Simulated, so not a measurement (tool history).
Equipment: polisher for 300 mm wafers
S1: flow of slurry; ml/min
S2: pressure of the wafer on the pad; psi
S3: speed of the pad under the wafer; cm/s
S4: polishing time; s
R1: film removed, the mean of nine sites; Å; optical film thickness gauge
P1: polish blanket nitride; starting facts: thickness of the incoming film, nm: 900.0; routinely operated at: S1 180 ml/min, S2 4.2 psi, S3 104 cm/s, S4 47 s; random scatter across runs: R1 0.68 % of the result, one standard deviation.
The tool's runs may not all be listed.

run 1 hour=2.3 | S1=180 S2=4.2 S3=104 S4=47 | R1=1109.80
run 2 hour=5.4 | S1=235 S2=4.2 S3=104 S4=47 | R1=1136.20
run 3 hour=8.1 | S1=180 S2=4.2 S3=104 S4=47 | R1=1100.80
run 4 hour=12.0 | S1=110 S2=4.2 S3=160 S4=47 | R1=1415.80
run 5 hour=16.0 | S1=180 S2=4.2 S3=104 S4=22 | R1=511.01
run 6 hour=20.3 | S1=180 S2=4.2 S3=162 S4=47 | R1=1573.20
run 7 hour=23.7 | S1=180 S2=4.2 S3=104 S4=47 | R1=1092.10
-- hour=26.1 head pressure recalibrated
run 8 hour=27.5 | S1=180 S2=4.2 S3=104 S4=47 | R1=1084.70
run 9 hour=32.2 | S1=180 S2=4.2 S3=104 S4=47 | R1=1098.30
run 10 hour=35.0 | S1=180 S2=4.2 S3=104 S4=69 | R1=1607.40
run 11 hour=38.3 | S1=130 S2=4.2 S3=104 S4=47 | R1=1040.60
run 12 hour=41.2 | S1=180 S2=4.2 S3=104 S4=47 | R1=1104.20
run 13 hour=45.4 | S1=180 S2=4.2 S3=50 S4=47 | R1=612.01
run 14 hour=48.5 | S1=130 S2=3.2 S3=104 S4=47 | R1=794.47
run 15 hour=50.6 | S1=180 S2=2.2 S3=150 S4=47 | R1=776.88
run 16 hour=54.3 | S1=180 S2=6.6 S3=104 S4=47 | R1=1728.40
run 17 hour=57.9 | S1=180 S2=1.9 S3=104 S4=47 | R1=500.43
run 18 hour=60.1 | S1=180 S2=4.2 S3=104 S4=47 | R1=1105.60
run 19 hour=64.1 | S1=180 S2=4.2 S3=104 S4=47 | R1=1068.00
run 20 hour=68.6 | S1=180 S2=4.2 S3=104 S4=47 | R1=1040.30
-- hour=71.6 head pressure recalibrated
run 21 hour=72.7 | S1=180 S2=4.2 S3=104 S4=47 | R1=1028.50
run 22 hour=76.0 | S1=180 S2=4.2 S3=104 S4=47 | R1=1020.70
run 23 hour=78.4 | S1=180 S2=4.2 S3=104 S4=47 | R1=1030.90
run 24 hour=82.6 | S1=180 S2=4.2 S3=104 S4=47 | R1=1024.00
run 25 hour=86.3 | S1=180 S2=4.2 S3=104 S4=47 | R1=1010.50
run 26 hour=89.3 | S1=180 S2=4.2 S3=104 S4=47 | R1=1017.50

P1 has crept away from where it was. The log is fitted equally well by each of these 2 causes, at the sizes shown:
A: removal rate lost through wear of the pad, % = 7.65
B: slurry flow missing at the pad, % = 35.6
Creep in the process output first set in at about hour 60.1.
The rest of the possible causes, and what rules out each one:
head's pressure below its setpoint, %: was serviced at hour 71.6, once the creep was under way, yet the earlier output never came back

You are offered 4 check runs, listed below with question marks in place of their results; each one averages 5 wafers. Which run separates the listed causes by giving clearly different results for each?
run check 1 hour=92.3 | S1=180 S2=4.2 S3=80 S4=47 | R1=?
run check 2 hour=92.3 | S1=180 S2=3.1 S3=104 S4=22 | R1=?
run check 3 hour=92.3 | S1=135 S2=4.2 S3=104 S4=22 | R1=?
run check 4 hour=92.3 | S1=180 S2=5.9 S3=162 S4=47 | R1=?

Check results expected under each cause:
check=check_1 result=R1 if_A=823.78 if_B=823.87
check=check_2 result=R1 if_A=351.08 if_B=351.12
check=check_3 result=R1 if_A=453.24 if_B=442.74
check=check_4 result=R1 if_A=2034.90 if_B=2035.20
Gap, in per cent, between the two causes that each check separates least, read from the result that separates them most: check 1 0.01 %; check 2 0.01 %; check 3 2.34 %; check 4 0.01 %
The other checks would show nearly matching results whichever cause is true, so check 3 is the only one that separates the causes.

Check 3 was then run and gave: R1 442.85 Å. Which cause is it?

It is B: slurry flow missing at the pad, %.

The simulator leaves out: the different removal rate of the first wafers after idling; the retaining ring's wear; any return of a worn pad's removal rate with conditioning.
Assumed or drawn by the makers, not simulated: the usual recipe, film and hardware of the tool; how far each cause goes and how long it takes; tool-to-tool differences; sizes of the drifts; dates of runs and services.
